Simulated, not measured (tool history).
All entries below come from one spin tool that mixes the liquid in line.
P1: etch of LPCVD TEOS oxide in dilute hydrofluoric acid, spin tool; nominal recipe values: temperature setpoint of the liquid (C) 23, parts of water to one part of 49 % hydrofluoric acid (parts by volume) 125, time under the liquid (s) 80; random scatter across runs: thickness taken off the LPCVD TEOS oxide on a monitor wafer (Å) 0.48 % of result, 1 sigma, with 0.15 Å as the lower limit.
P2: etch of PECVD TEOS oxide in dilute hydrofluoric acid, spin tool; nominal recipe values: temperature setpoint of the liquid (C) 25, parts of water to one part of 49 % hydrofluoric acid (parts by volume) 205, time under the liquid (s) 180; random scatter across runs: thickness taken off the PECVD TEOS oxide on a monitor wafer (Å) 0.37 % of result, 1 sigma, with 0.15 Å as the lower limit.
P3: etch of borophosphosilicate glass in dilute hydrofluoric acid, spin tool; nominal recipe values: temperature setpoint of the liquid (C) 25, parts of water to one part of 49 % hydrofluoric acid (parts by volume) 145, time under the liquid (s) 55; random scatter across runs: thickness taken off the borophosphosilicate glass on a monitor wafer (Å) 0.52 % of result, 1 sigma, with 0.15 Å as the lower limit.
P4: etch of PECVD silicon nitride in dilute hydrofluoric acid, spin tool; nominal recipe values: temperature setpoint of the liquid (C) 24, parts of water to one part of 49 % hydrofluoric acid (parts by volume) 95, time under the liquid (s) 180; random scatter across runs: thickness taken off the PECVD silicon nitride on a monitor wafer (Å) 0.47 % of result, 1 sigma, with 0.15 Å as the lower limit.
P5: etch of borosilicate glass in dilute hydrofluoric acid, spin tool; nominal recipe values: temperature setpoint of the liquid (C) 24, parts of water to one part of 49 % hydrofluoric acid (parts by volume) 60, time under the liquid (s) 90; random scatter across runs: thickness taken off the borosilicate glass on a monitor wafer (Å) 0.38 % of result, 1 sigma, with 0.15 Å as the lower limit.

run	hour	process that ran	temperature setpoint of the liquid (C)	parts of water to one part of 49 % hydrofluoric acid (parts by volume)	time under the liquid (s)	thickness taken off the LPCVD TEOS oxide on a monitor wafer (Å)	thickness taken off the PECVD silicon nitride on a monitor wafer (Å)	thickness taken off the borophosphosilicate glass on a monitor wafer (Å)	thickness taken off the PECVD TEOS oxide on a monitor wafer (Å)	thickness taken off the borosilicate glass on a monitor wafer (Å)
1	17.3	P1	23	125	80	140.6				
2	27.7	P4	24	95	180		57.334			
3	37.9	P3	25	85	55			289.4		
4	49.9	P3	32.5	145	55			207.68		
5	61.7	P1	19.5	125	80	122.21				
6	69.3	P1	23	125	80	139.69				
7	86.3	P1	18	65	80	236.54				
8	104.1	P2	25	205	180				94.504	
9	120.1	P1	23	205	80	78.757				
10	135.1	P1	23	125	80	140.04				
11	149.8	P1	23	125	40	70.063				
12	162.8	P1	23	125	80	140.35				
13	172	P5	24	60	170					1022.6
14	187	P5	18	60	90					421.08
15	197.7	P1	31	125	80	190.4				
16	213.1	P5	24	60	90					543.3
17	221.3	P4	32	95	180		96.461			
18	237.4	P1	23	125	80	139.99				
19	245.8	P3	25	145	55			157.71		
20	258.5	P4	24	95	260		82.243			
21	268.9	P2	25	205	265				138.5	
22	280	P5	24	35	90					956.98
23	291.3	P3	25	145	55			157.37		
24	304.3	P1	23	125	130	226.02				
25	316.5	P1	23	50	80	384.78				
26	330.5	P4	24	145	180		37.605			
27	340.3	P2	25	345	180				48.31	
28	353.6	P1	23	125	80	138.81				
29	362.4	P2	20	205	180				78.073	
# hour 364.1: hydrofluoric acid flow meter replaced
30	375.1	P4	24	95	180		57.494			
31	383.6	P1	30	125	120	272.98				
32	401.1	P3	25	145	105			302.17		
33	413.3	P1	23	125	80	141.41				
34	423.9	P1	23	125	80	143.13				
35	437	P1	23	125	80	145.91				
36	454.1	P1	23	125	80	147.21				
37	465.9	P1	23	125	80	147.67				
38	481.5	P1	23	125	80	147.71				
39	496	P1	23	125	80	148.79				
40	507.5	P1	23	125	80	148.75				
41	518.5	P1	23	125	80	149.39				
42	527	P1	23	125	80	149.59				
43	544.4	P1	23	125	80	150.7				
44	556.9	P1	23	125	80	150.2				

What P1 gives has crept off from where it sat before. The 2 causes that follow fit the log equally well, each at the size noted:
A: hydrofluoric acid flow above the setpoint (%) = 5.94
B: liquid hotter than its thermometer reads (K) = 1.69
Creep in the process output first set in at about hour 413.3.

Listed below are the offered check runs, one wafer per run, with question marks in place of results. For which of them would the causes give clearly different outcomes?
check 1	569.4	P2	25	205	180				?	
check 2	569.4	P4	24	95	180		?			
check 3	569.4	P3	25	145	55			?		
check 4	569.4	P5	24	60	90					?

Predicted outcomes, by check and by cause:
check	result	if A	if B
check 1	thickness taken off the PECVD TEOS oxide on a monitor wafer (Å)	101.16	100.22
check 2	thickness taken off the PECVD silicon nitride on a monitor wafer (Å)	60.848	64.217
check 3	thickness taken off the borophosphosilicate glass on a monitor wafer (Å)	168.29	167.67
check 4	thickness taken off the borosilicate glass on a monitor wafer (Å)	575.49	579.24
Separation of the two closest causes in each check, using whichever result separates them best: check 1 0.93 %; check 2 5.39 %; check 3 0.37 %; check 4 0.65 %
Of the check runs offered, only check 2 discriminates between the causes; the rest would read about the same regardless of which cause applies.

The results of check 2 are: thickness taken off the PECVD silicon nitride on a monitor wafer (Å) 64.61. Based on these, which of the listed causes is it?

The cause is B: liquid hotter than its thermometer reads (K).
